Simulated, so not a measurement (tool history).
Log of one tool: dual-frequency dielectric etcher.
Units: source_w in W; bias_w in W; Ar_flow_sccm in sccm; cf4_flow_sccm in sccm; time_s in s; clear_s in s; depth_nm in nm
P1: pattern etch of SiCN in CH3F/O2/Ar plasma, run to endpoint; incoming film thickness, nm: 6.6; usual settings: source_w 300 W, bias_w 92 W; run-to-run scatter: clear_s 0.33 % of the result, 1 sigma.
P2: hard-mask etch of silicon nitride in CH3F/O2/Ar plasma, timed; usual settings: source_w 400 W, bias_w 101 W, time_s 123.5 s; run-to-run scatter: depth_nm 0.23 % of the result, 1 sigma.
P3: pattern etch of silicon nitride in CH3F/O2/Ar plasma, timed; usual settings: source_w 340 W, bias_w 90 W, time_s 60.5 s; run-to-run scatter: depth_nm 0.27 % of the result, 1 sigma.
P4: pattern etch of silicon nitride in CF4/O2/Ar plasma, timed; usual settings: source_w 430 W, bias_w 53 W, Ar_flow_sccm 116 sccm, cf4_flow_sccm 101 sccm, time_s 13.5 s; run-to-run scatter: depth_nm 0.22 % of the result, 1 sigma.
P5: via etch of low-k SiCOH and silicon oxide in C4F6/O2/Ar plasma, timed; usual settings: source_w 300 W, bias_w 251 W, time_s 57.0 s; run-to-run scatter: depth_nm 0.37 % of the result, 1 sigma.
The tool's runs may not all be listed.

run	hour	process	source_w	bias_w	Ar_flow_sccm	cf4_flow_sccm	time_s	hours since the last wet clean	hours since the last source power generator calibration	hours since the last bias power generator calibration	clear_s	depth_nm
1	10.4	P1	300	92				467.1	3507.0	2869.8	17.947	
2	19.8	P4	430	53	116	101	13.5	476.5	3516.4	2879.2		23.132
3	27.4	P3	340	90			36.5	484.1	3524.0	2886.8		25.924
4	39.6	P5	300	251			57.0	496.3	3536.2	2899.0		152.320
# hour 41.7: wet clean of the chamber
5	53.9	P2	500	101			123.5	12.3	3550.5	2913.3		101.250
6	61.3	P1	300	92				19.7	3557.9	2920.7	18.033	
7	69.8	P3	340	90			60.5	28.2	3566.4	2929.2		43.110
8	77.2	P4	250	53	116	101	13.5	35.6	3573.8	2936.6		14.434
9	89.1	P4	430	53	116	101	18.0	47.5	3585.7	2948.5		30.778
10	101.4	P1	370	92				59.8	3598.0	2960.8	16.532	
11	110.4	P4	430	53	116	68	13.5	68.8	3607.0	2969.8		21.942
12	123.3	P1	300	92				81.7	3619.9	2982.7	18.096	
13	131.8	P3	230	90			60.5	90.2	3628.4	2991.2		37.223
14	138.8	P2	400	133			123.5	97.2	3635.4	2998.2		102.780
15	148.5	P2	400	101			84.0	106.9	3645.1	3007.9		63.379
16	156.4	P5	300	299			57.0	114.8	3653.0	3015.8		161.440
17	165.9	P1	300	92				124.3	3662.5	3025.3	17.993	
18	177.9	P4	430	53	82	101	13.5	136.3	3674.5	3037.3		24.053
19	185.6	P3	340	90			60.5	144.0	3682.2	3045.0		43.117
20	193.7	P1	360	118				152.1	3690.3	3053.1	15.337	
21	201.2	P4	430	69	116	101	13.5	159.6	3697.8	3060.6		25.719
22	211.3	P1	210	92				169.7	3707.9	3070.7	20.477	
23	225.3	P2	400	101			123.5	183.7	3721.9	3084.7		93.066
24	237.2	P5	300	251			57.0	195.6	3733.8	3096.6		152.200
25	244.7	P5	300	251			31.5	203.1	3741.3	3104.1		84.338
26	257.6	P1	300	92				216.0	3754.2	3117.0	18.073	
27	267.1	P1	300	120				225.5	3763.7	3126.5	16.231	
28	279.3	P1	300	92				237.7	3775.9	3138.7	18.026	
29	291.6	P1	300	66				250.0	3788.2	3151.0	20.187	

The next listed run, before its measurement:
30	299.1	P1	300	92				257.5	3795.7	3158.5	?	

Run 30 gave clear_s 17.926 s.
